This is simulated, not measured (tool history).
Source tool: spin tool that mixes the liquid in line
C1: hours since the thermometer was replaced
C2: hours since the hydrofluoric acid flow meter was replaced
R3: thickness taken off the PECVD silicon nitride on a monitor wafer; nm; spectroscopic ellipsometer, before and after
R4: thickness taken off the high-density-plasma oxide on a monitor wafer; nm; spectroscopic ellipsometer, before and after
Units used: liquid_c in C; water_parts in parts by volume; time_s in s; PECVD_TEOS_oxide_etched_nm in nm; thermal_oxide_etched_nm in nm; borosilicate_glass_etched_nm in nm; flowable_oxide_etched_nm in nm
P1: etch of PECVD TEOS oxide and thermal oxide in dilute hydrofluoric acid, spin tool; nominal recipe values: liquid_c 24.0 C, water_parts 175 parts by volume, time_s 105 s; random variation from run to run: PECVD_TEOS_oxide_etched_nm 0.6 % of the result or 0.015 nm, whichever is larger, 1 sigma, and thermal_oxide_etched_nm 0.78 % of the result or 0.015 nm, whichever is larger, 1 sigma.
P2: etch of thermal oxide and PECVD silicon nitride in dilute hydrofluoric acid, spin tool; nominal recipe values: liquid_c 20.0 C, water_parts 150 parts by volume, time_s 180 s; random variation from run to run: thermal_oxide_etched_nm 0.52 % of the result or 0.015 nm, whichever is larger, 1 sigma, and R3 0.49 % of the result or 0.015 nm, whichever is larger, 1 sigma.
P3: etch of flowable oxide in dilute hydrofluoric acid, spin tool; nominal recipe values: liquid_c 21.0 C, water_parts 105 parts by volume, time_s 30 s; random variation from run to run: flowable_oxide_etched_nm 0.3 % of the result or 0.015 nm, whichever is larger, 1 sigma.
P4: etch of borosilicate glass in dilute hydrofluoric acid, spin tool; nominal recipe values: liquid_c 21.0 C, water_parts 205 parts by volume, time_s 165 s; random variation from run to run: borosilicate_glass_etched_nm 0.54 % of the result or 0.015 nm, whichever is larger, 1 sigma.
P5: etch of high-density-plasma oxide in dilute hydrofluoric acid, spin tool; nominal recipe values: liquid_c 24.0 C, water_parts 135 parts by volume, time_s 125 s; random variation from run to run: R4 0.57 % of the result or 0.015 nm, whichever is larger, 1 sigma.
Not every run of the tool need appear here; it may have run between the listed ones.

{"run": 1, "hour": 7.8, "process": "P1", "liquid_c": 24.0, "water_parts": 175, "time_s": 105, "C1": 363.6, "C2": 588.2, "PECVD_TEOS_oxide_etched_nm": 5.0933, "thermal_oxide_etched_nm": 2.6902}
{"run": 2, "hour": 15.6, "process": "P2", "liquid_c": 20.0, "water_parts": 150, "time_s": 180, "C1": 371.4, "C2": 596.0, "thermal_oxide_etched_nm": 4.6128, "R3": 4.528}
{"run": 3, "hour": 23.5, "process": "P1", "liquid_c": 30.5, "water_parts": 175, "time_s": 105, "C1": 379.3, "C2": 603.9, "PECVD_TEOS_oxide_etched_nm": 6.4183, "thermal_oxide_etched_nm": 3.398}
{"run": 4, "hour": 36.5, "process": "P5", "liquid_c": 18.0, "water_parts": 135, "time_s": 125, "C1": 392.3, "C2": 616.9, "R4": 7.7144}
{"run": 5, "hour": 44.0, "process": "P1", "liquid_c": 24.0, "water_parts": 175, "time_s": 105, "C1": 399.8, "C2": 624.4, "PECVD_TEOS_oxide_etched_nm": 5.1351, "thermal_oxide_etched_nm": 2.663}
{"run": 6, "hour": 56.5, "process": "P2", "liquid_c": 20.0, "water_parts": 150, "time_s": 180, "C1": 412.3, "C2": 636.9, "thermal_oxide_etched_nm": 4.5877, "R3": 4.5083}
{"run": 7, "hour": 67.5, "process": "P2", "liquid_c": 17.0, "water_parts": 150, "time_s": 180, "C1": 423.3, "C2": 647.9, "thermal_oxide_etched_nm": 4.1092, "R3": 3.6846}
{"run": 8, "hour": 80.6, "process": "P1", "liquid_c": 24.0, "water_parts": 175, "time_s": 105, "C1": 436.4, "C2": 661.0, "PECVD_TEOS_oxide_etched_nm": 5.1351, "thermal_oxide_etched_nm": 2.7143}
{"run": 9, "hour": 92.8, "process": "P4", "liquid_c": 21.0, "water_parts": 205, "time_s": 85, "C1": 448.6, "C2": 673.2, "borosilicate_glass_etched_nm": 12.087}
{"run": 10, "hour": 99.4, "process": "P2", "liquid_c": 20.0, "water_parts": 150, "time_s": 15, "C1": 455.2, "C2": 679.8, "thermal_oxide_etched_nm": 0.38647, "R3": 0.37014}
{"run": 11, "hour": 112.4, "process": "P1", "liquid_c": 24.0, "water_parts": 175, "time_s": 35, "C1": 468.2, "C2": 692.8, "PECVD_TEOS_oxide_etched_nm": 1.6691, "thermal_oxide_etched_nm": 0.93062}
{"run": 12, "hour": 124.0, "process": "P1", "liquid_c": 24.0, "water_parts": 25, "time_s": 105, "C1": 479.8, "C2": 704.4, "PECVD_TEOS_oxide_etched_nm": 42.352, "thermal_oxide_etched_nm": 22.861}
{"run": 13, "hour": 133.0, "process": "P4", "liquid_c": 21.0, "water_parts": 355, "time_s": 165, "C1": 488.8, "C2": 713.4, "borosilicate_glass_etched_nm": 11.718}
{"run": 14, "hour": 139.2, "process": "P5", "liquid_c": 24.0, "water_parts": 135, "time_s": 125, "C1": 495.0, "C2": 719.6, "R4": 9.7411}
{"run": 15, "hour": 150.8, "process": "P3", "liquid_c": 29.0, "water_parts": 105, "time_s": 30, "C1": 506.6, "C2": 731.2, "flowable_oxide_etched_nm": 14.098}
{"run": 16, "hour": 160.2, "process": "P2", "liquid_c": 20.0, "water_parts": 220, "time_s": 180, "C1": 516.0, "C2": 740.6, "thermal_oxide_etched_nm": 2.9214, "R3": 3.1272}
{"run": 17, "hour": 172.2, "process": "P3", "liquid_c": 21.0, "water_parts": 175, "time_s": 30, "C1": 528.0, "C2": 752.6, "flowable_oxide_etched_nm": 5.7618}
{"run": 18, "hour": 181.9, "process": "P1", "liquid_c": 24.0, "water_parts": 175, "time_s": 105, "C1": 537.7, "C2": 762.3, "PECVD_TEOS_oxide_etched_nm": 5.1044, "thermal_oxide_etched_nm": 2.6885}
{"run": 19, "hour": 192.3, "process": "P1", "liquid_c": 24.0, "water_parts": 245, "time_s": 105, "C1": 548.1, "C2": 772.7, "PECVD_TEOS_oxide_etched_nm": 3.4073, "thermal_oxide_etched_nm": 1.7681}
{"run": 20, "hour": 202.4, "process": "P1", "liquid_c": 18.5, "water_parts": 175, "time_s": 105, "C1": 558.2, "C2": 782.8, "PECVD_TEOS_oxide_etched_nm": 4.0709, "thermal_oxide_etched_nm": 2.1738}
{"run": 21, "hour": 208.7, "process": "P5", "liquid_c": 24.0, "water_parts": 135, "time_s": 15, "C1": 564.5, "C2": 789.1, "R4": 1.1561}
{"run": 22, "hour": 221.4, "process": "P1", "liquid_c": 24.0, "water_parts": 315, "time_s": 205, "C1": 577.2, "C2": 801.8, "PECVD_TEOS_oxide_etched_nm": 4.8017, "thermal_oxide_etched_nm": 2.5727}
{"run": 23, "hour": 228.7, "process": "P3", "liquid_c": 21.0, "water_parts": 105, "time_s": 15, "C1": 584.5, "C2": 809.1, "flowable_oxide_etched_nm": 5.1479}
{"run": 24, "hour": 238.3, "process": "P1", "liquid_c": 24.0, "water_parts": 175, "time_s": 165, "C1": 594.1, "C2": 818.7, "PECVD_TEOS_oxide_etched_nm": 8.0893, "thermal_oxide_etched_nm": 4.2969}
{"run": 25, "hour": 245.0, "process": "P5", "liquid_c": 24.0, "water_parts": 40, "time_s": 125, "C1": 600.8, "C2": 825.4, "R4": 36.758}
{"run": 26, "hour": 254.6, "process": "P3", "liquid_c": 21.0, "water_parts": 105, "time_s": 30, "C1": 610.4, "C2": 835.0, "flowable_oxide_etched_nm": 10.334}
{"run": 27, "hour": 263.1, "process": "P4", "liquid_c": 21.0, "water_parts": 205, "time_s": 165, "C1": 618.9, "C2": 843.5, "borosilicate_glass_etched_nm": 23.288}
{"run": 28, "hour": 276.1, "process": "P4", "liquid_c": 17.0, "water_parts": 205, "time_s": 165, "C1": 631.9, "C2": 856.5, "borosilicate_glass_etched_nm": 19.869}
{"run": 29, "hour": 282.3, "process": "P1", "liquid_c": 24.0, "water_parts": 175, "time_s": 105, "C1": 638.1, "C2": 862.7, "PECVD_TEOS_oxide_etched_nm": 5.095, "thermal_oxide_etched_nm": 2.7087}
{"run": 30, "hour": 292.3, "process": "P1", "liquid_c": 24.0, "water_parts": 175, "time_s": 105, "C1": 648.1, "C2": 872.7, "PECVD_TEOS_oxide_etched_nm": 5.0915, "thermal_oxide_etched_nm": 2.753}
{"run": 31, "hour": 300.9, "process": "P1", "liquid_c": 24.0, "water_parts": 175, "time_s": 105, "C1": 656.7, "C2": 881.3, "PECVD_TEOS_oxide_etched_nm": 5.0052, "thermal_oxide_etched_nm": 2.6605}
{"run": 32, "hour": 312.2, "process": "P1", "liquid_c": 24.0, "water_parts": 175, "time_s": 105, "C1": 668.0, "C2": 892.6, "PECVD_TEOS_oxide_etched_nm": 4.8127, "thermal_oxide_etched_nm": 2.5568}
{"run": 33, "hour": 323.8, "process": "P1", "liquid_c": 24.0, "water_parts": 175, "time_s": 105, "C1": 679.6, "C2": 904.2, "PECVD_TEOS_oxide_etched_nm": 4.7821, "thermal_oxide_etched_nm": 2.5535}
{"run": 34, "hour": 336.4, "process": "P1", "liquid_c": 24.0, "water_parts": 175, "time_s": 105, "C1": 692.2, "C2": 916.8, "PECVD_TEOS_oxide_etched_nm": 4.7303, "thermal_oxide_etched_nm": 2.4869}
{"run": 35, "hour": 346.2, "process": "P1", "liquid_c": 24.0, "water_parts": 175, "time_s": 105, "C1": 702.0, "C2": 926.6, "PECVD_TEOS_oxide_etched_nm": 4.6846, "thermal_oxide_etched_nm": 2.4874}
{"run": 36, "hour": 353.2, "process": "P1", "liquid_c": 24.0, "water_parts": 175, "time_s": 105, "C1": 709.0, "C2": 933.6, "PECVD_TEOS_oxide_etched_nm": 4.6922, "thermal_oxide_etched_nm": 2.4864}
{"run": 37, "hour": 360.3, "process": "P1", "liquid_c": 24.0, "water_parts": 175, "time_s": 105, "C1": 716.1, "C2": 940.7, "PECVD_TEOS_oxide_etched_nm": 4.6842, "thermal_oxide_etched_nm": 2.451}
{"run": 38, "hour": 369.0, "process": "P1", "liquid_c": 24.0, "water_parts": 175, "time_s": 105, "C1": 724.8, "C2": 949.4, "PECVD_TEOS_oxide_etched_nm": 4.6194, "thermal_oxide_etched_nm": 2.4732}
{"run": 39, "hour": 380.8, "process": "P1", "liquid_c": 24.0, "water_parts": 175, "time_s": 105, "C1": 736.6, "C2": 961.2, "PECVD_TEOS_oxide_etched_nm": 4.7054, "thermal_oxide_etched_nm": 2.4597}
{"run": 40, "hour": 388.3, "process": "P1", "liquid_c": 24.0, "water_parts": 175, "time_s": 105, "C1": 744.1, "C2": 968.7, "PECVD_TEOS_oxide_etched_nm": 4.6509, "thermal_oxide_etched_nm": 2.4909}

What P1 gives has crept away from where it was. These 2 causes fit the log equally well, each at the size given:
A: liquid colder than its thermometer reads (K) = 2.43
B: hydrofluoric acid flow below the setpoint (%) = 7.41
The creep began at about hour 292.3.

Question marks stand in for the results of the 4 check runs listed below, each run on one wafer. Under which run would the listed causes show clearly different results?
{"run": "check 1", "hour": 395.8, "process": "P2", "liquid_c": 20.0, "water_parts": 215, "time_s": 180, "thermal_oxide_etched_nm": "?", "R3": "?"}
{"run": "check 2", "hour": 395.8, "process": "P3", "liquid_c": 29.0, "water_parts": 155, "time_s": 30, "flowable_oxide_etched_nm": "?"}
{"run": "check 3", "hour": 395.8, "process": "P4", "liquid_c": 17.0, "water_parts": 285, "time_s": 165, "borosilicate_glass_etched_nm": "?"}
{"run": "check 4", "hour": 395.8, "process": "P5", "liquid_c": 24.0, "water_parts": 75, "time_s": 15, "R4": "?"}

Predicted outcomes, by check and by cause:
check=check_1 result=thermal_oxide_etched_nm if_A=2.73130 if_B=2.73350
check=check_1 result=R3 if_A=2.72860 if_B=2.97290
check=check_2 result=flowable_oxide_etched_nm if_A=8.1995 if_B=8.1702
check=check_3 result=borosilicate_glass_etched_nm if_A=12.211 if_B=12.187
check=check_4 result=R4 if_A=2.0400 if_B=2.0698
Distance between the nearest two causes, measured in the result of the check that separates them most: check 1 8.58 %; check 2 0.36 %; check 3 0.2 %; check 4 1.45 %
Check 1 distinguishes between the causes, while the remaining checks would return nearly the same result for all of them.

The results of check 1 are: thermal_oxide_etched_nm 2.72060 nm; R3 2.97700 nm. Based on these, which of the listed causes is it?

It is B: hydrofluoric acid flow below the setpoint (%).

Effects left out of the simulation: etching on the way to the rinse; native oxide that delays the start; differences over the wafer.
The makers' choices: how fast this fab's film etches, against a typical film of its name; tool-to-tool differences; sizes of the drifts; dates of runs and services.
